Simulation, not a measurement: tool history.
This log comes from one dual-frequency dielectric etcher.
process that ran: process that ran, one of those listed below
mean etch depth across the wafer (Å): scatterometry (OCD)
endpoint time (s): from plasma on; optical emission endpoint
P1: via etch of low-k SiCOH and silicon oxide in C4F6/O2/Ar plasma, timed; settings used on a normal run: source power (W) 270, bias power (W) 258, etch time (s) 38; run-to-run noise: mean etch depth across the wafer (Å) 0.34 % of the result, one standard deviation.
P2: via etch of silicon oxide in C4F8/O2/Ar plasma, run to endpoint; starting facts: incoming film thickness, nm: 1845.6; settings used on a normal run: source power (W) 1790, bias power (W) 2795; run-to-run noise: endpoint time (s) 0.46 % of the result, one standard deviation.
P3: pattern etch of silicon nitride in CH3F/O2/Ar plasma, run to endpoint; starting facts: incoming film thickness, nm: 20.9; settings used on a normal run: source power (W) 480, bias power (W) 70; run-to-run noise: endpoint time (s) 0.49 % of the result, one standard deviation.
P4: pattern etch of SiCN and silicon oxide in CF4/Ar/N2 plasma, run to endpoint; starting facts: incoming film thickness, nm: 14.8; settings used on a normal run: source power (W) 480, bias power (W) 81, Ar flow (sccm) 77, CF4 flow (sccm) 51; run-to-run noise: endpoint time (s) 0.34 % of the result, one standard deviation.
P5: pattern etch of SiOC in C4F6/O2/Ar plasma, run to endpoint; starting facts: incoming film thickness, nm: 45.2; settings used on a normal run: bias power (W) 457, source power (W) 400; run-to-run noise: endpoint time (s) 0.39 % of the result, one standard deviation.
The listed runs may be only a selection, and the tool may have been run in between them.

run   hour  process that ran  source power (W)  bias power (W)  etch time (s)  Ar flow (sccm)  CF4 flow (sccm)  hours since the last wet clean  hours since the last source power generator calibration  hours since the last bias power generator calibration  mean etch depth across the wafer (Å)  endpoint time (s)
  1    6.7                P1               270             258             38                                                            110.4                                                   2557.1                                                 1513.1                                886.07
  2   12.2                P4               480              81                             77               66                           115.9                                                   2562.6                                                 1518.6                                                   14.817
  3   18.4                P1               270             189             38                                                            122.1                                                   2568.8                                                 1524.8                                793.85
  4   24.8                P1               270             258             38                                                            128.5                                                   2575.2                                                 1531.2                                886.62
  5   29.5                P5               400             457                                                                           133.2                                                   2579.9                                                 1535.9                                                   16.042
  6     34                P1               270             258             38                                                            137.7                                                   2584.4                                                 1540.4                                887.81
  7   39.6                P5               400             457                                                                           143.3                                                     2590                                                   1546                                                   15.994
  8   43.3                P1               360             258             38                                                              147                                                   2593.7                                                 1549.7                                982.29
  9   49.5                P1               180             258             38                                                            153.2                                                   2599.9                                                 1555.9                                757.36
 10     56                P4               480              81                             77               51                           159.7                                                   2606.4                                                 1562.4                                                   15.388
 11   59.2                P1               270             258             38                                                            162.9                                                   2609.6                                                 1565.6                                876.52
 12   63.6                P1               270             258             25                                                            167.3                                                     2614                                                   1570                                579.56
 13   66.7                P5               400             629                                                                           170.4                                                   2617.1                                                 1573.1                                                   14.151
 14     74                P5               550             457                                                                           177.7                                                   2624.4                                                 1580.4                                                   14.251
 15   80.1                P1               270             258             52                                                            183.8                                                   2630.5                                                 1586.5                                1216.8
 16   83.5                P1               270             326             38                                                            187.2                                                   2633.9                                                 1589.9                                959.82
 17   89.1                P1               180             211             38                                                            192.8                                                   2639.5                                                 1595.5                                707.88
 18   92.3                P4               480             105                             77               51                             196                                                   2642.7                                                 1598.7                                                   14.008
 19   99.3                P4               480              81                             77               51                             203                                                   2649.7                                                 1605.7                                                   15.275
 20  102.5                P3               480              70                                                                           206.2                                                   2652.9                                                 1608.9                                                   28.691
 21  106.1                P2              1790            2795                                                                           209.8                                                   2656.5                                                 1612.5                                                   348.33
 22  109.3                P3               480              51                                                                             213                                                   2659.7                                                 1615.7                                                   31.737
 23  114.4                P4               370              81                             77               51                           218.1                                                   2664.8                                                 1620.8                                                   19.301
 24  119.4                P3               290              70                                                                           223.1                                                   2669.8                                                 1625.8                                                     34.5
 25  125.2                P2              1790            3520                                                                           228.9                                                   2675.6                                                 1631.6                                                   320.55
 26  130.3                P2              1110            2795                                                                             234                                                   2680.7                                                 1636.7                                                   422.26
 27  135.3                P1               270             258             38                                                              239                                                   2685.7                                                 1641.7                                 884.7
 28    141                P1               270             258             38                                                            244.7                                                   2691.4                                                 1647.4                                 883.4
 29  145.1                P4               480              81                             99               51                           248.8                                                   2695.5                                                 1651.5                                                   15.873
 30  150.5                P3               480              70                                                                           254.2                                                   2700.9                                                 1656.9                                                   28.432
 31  156.4                P1               270             258             38                                                            260.1                                                   2706.8                                                 1662.8                                889.19
 32  160.8                P1               270             258             38                                                            264.5                                                   2711.2                                                 1667.2                                893.95
 33  166.7                P1               270             258             38                                                            270.4                                                   2717.1                                                 1673.1                                890.89
 34  170.3                P1               270             258             38                                                              274                                                   2720.7                                                 1676.7                                893.94
 35  175.1                P1               270             258             38                                                            278.8                                                   2725.5                                                 1681.5                                899.03
 36  181.6                P1               270             258             38                                                            285.3                                                     2732                                                   1688                                897.47
     187.7  -- wet clean of the chamber
 37  188.4                P1               270             258             38                                                              0.7                                                   2738.8                                                 1694.8                                902.22
 38  192.2                P1               270             258             38                                                              4.5                                                   2742.6                                                 1698.6                                894.58
 39  198.7                P1               270             258             38                                                               11                                                   2749.1                                                 1705.1                                901.93
 40  205.1                P1               270             258             38                                                             17.4                                                   2755.5                                                 1711.5                                898.01
 41  209.7                P1               270             258             38                                                               22                                                   2760.1                                                 1716.1                                899.55
 42  216.4                P1               270             258             38                                                             28.7                                                   2766.8                                                 1722.8                                897.23

P1 no longer gives what it gave before; its output has crept away from where it was. The following 2 causes, each at its listed size, fit the log equally well:
A: source power that arrives over what is set, % = 4.55
B: bias power that arrives over what is set, % = 4.94
Onset of the creep was near hour 156.4.
Excluded causes, each with its reason:
chamber walls in a state that raises the etch rate, %: was serviced at hour 187.7, once the creep was under way, yet the earlier output never came back

Which of the check runs below tells the causes apart, meaning the causes would give it clearly different results? Each run uses 2 wafers whose results are averaged, and each result is shown as a question mark.
check 1  223.1                P2              1190            2795                                                                                                                                                                                                                                                        ?
check 2  223.1                P3               380              54                                                                                                                                                                                                                                                        ?
check 3  223.1                P4               480              81                             77               63                                                                                                                                                                                                        ?
check 4  223.1                P5               500             623                                                                                                                                                                                                                                                        ?

How each check would come out, cause by cause:
  check             result    if A    if B
check 1  endpoint time (s)  401.71  402.47
check 2  endpoint time (s)  33.391  33.446
check 3  endpoint time (s)  14.306  14.639
check 4  endpoint time (s)  12.918  12.891
Gap, in per cent, between the two causes that each check separates least, read from the result that separates them most: check 1 0.19 %; check 2 0.16 %; check 3 2.3 %; check 4 0.21 %
Only in check 3 would the causes give clearly different results; in the remaining checks their results would be nearly the same.

Running check 3 produced the following: endpoint time (s) 14.692. Which one of the listed causes fits?

The correct cause is B, namely: bias power that arrives over what is set, %.
